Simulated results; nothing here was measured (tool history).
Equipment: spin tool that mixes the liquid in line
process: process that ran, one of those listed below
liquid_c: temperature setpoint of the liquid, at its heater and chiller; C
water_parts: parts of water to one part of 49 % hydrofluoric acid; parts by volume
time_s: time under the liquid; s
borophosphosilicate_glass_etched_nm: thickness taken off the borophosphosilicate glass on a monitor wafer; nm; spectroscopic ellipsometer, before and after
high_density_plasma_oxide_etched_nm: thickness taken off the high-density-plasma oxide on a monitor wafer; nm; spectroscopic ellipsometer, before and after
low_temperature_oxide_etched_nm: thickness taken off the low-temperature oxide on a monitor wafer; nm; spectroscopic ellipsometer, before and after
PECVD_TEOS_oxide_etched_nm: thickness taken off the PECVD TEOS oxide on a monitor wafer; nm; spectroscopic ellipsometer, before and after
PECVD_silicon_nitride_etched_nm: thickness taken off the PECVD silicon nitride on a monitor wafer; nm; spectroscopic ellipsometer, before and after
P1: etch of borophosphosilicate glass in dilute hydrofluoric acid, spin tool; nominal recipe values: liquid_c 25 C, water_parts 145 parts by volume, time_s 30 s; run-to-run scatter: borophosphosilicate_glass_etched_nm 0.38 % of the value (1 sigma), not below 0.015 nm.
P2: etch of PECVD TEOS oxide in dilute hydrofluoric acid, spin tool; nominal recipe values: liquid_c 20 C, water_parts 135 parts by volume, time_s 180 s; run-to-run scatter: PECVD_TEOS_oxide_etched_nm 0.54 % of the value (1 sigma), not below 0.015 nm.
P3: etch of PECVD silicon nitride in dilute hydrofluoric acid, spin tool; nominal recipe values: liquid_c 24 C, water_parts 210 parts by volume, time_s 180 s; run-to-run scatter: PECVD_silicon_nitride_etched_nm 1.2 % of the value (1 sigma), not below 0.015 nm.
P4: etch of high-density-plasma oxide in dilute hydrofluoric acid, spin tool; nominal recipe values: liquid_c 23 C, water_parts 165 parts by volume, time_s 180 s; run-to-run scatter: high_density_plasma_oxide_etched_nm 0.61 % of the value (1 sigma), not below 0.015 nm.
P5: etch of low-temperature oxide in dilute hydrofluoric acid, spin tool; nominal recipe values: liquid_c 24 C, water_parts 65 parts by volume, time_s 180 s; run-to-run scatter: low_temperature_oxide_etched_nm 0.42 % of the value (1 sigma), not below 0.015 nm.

run	day	process	liquid_c	water_parts	time_s	borophosphosilicate_glass_etched_nm	high_density_plasma_oxide_etched_nm	low_temperature_oxide_etched_nm	PECVD_TEOS_oxide_etched_nm	PECVD_silicon_nitride_etched_nm
1	0.471	P1	25	145	30	14.4670				
2	0.725	P4	23	50	180		18.5900			
3	1.004	P1	25	145	15	7.1816				
4	1.358	P4	23	165	180		4.9211			
5	1.671	P5	24	65	180			30.339		
6	2.062	P4	31	165	180		6.6528			
7	2.567	P2	20	240	180				10.2090	
8	2.796	P5	24	65	300			51.083		
9	3.233	P5	32	65	180			41.800		
10	3.738	P2	17	135	180				17.7570	
11	4.204	P1	25	45	30	52.9220				
12	4.438	P5	24	65	180			30.168		
13	4.942	P1	25	145	30	14.4810				
14	5.446	P1	25	145	55	26.5120				
15	5.892	P3	24	210	180					2.2734
16	6.262	P2	20	135	180				20.2630	
17	6.525	P5	24	115	180			16.134		
18	6.825	P1	25	250	30	7.4490				
19	7.204	P1	25	145	30	14.4360				
20	7.608	P1	25	145	30	14.4330				
21	8.112	P2	20	135	75				8.4733	

The next listed run, before its measurement:
22	8.417	P1	29	145	30	?				

borophosphosilicate_glass_etched_nm: 16.7920 nm
